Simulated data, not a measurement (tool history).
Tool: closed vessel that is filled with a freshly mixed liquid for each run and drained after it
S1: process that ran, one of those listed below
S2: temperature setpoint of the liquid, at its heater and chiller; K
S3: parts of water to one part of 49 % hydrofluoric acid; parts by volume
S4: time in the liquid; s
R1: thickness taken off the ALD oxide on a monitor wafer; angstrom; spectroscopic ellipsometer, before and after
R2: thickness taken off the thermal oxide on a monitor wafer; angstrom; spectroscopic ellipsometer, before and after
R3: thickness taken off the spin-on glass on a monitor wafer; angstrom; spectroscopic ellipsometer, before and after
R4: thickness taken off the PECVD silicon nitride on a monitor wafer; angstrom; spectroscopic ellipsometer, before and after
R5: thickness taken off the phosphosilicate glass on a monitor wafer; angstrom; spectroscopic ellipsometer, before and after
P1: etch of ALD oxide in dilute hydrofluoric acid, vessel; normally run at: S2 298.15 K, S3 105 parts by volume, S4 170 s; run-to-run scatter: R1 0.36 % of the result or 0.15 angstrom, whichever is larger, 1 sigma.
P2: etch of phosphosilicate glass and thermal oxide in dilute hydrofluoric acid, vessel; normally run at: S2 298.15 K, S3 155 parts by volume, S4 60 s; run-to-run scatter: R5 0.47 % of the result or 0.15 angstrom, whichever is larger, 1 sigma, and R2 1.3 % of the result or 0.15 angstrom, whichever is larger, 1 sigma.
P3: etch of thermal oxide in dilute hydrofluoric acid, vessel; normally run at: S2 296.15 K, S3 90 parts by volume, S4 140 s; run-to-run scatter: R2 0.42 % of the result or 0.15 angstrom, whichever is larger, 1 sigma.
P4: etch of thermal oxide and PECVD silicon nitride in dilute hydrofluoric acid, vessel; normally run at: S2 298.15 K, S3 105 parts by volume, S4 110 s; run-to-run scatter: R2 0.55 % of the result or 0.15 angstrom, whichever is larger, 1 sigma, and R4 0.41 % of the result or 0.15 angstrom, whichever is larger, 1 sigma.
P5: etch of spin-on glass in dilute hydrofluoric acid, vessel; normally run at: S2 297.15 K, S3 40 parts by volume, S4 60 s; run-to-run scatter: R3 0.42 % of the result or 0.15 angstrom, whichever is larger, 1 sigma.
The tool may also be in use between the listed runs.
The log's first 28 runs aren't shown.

Run 29, hour 245.2: S1 P1, S2 298.15 K, S3 105 parts by volume, S4 30 s. Result: R1 50.78 angstrom.
Run 30, hour 253.6: S1 P1, S2 298.15 K, S3 105 parts by volume, S4 170 s. Result: R1 287.06 angstrom.
Run 31, hour 264.4: S1 P3, S2 296.15 K, S3 90 parts by volume, S4 140 s. Result: R2 73.5670 angstrom.
Run 32, hour 269.5: S1 P1, S2 298.15 K, S3 105 parts by volume, S4 325 s. Result: R1 549.86 angstrom.
Run 33, hour 276.3: S1 P1, S2 298.15 K, S3 105 parts by volume, S4 170 s. Result: R1 286.27 angstrom.
Run 34, hour 284.8: S1 P1, S2 298.15 K, S3 105 parts by volume, S4 170 s. Result: R1 295.09 angstrom.
Run 35, hour 291.1: S1 P1, S2 298.15 K, S3 105 parts by volume, S4 170 s. Result: R1 295.98 angstrom.
Run 36, hour 300.1: S1 P1, S2 298.15 K, S3 105 parts by volume, S4 170 s. Result: R1 298.98 angstrom.
Run 37, hour 309.2: S1 P1, S2 298.15 K, S3 105 parts by volume, S4 170 s. Result: R1 303.23 angstrom.
Run 38, hour 314.5: S1 P1, S2 298.15 K, S3 105 parts by volume, S4 170 s. Result: R1 304.13 angstrom.

The next listed run, before its measurement:
Run 39, hour 324.9: S1 P1, S2 298.15 K, S3 105 parts by volume, S4 170 s. Result: R1 ?.

{"run 39": {"R1": 304.1}}
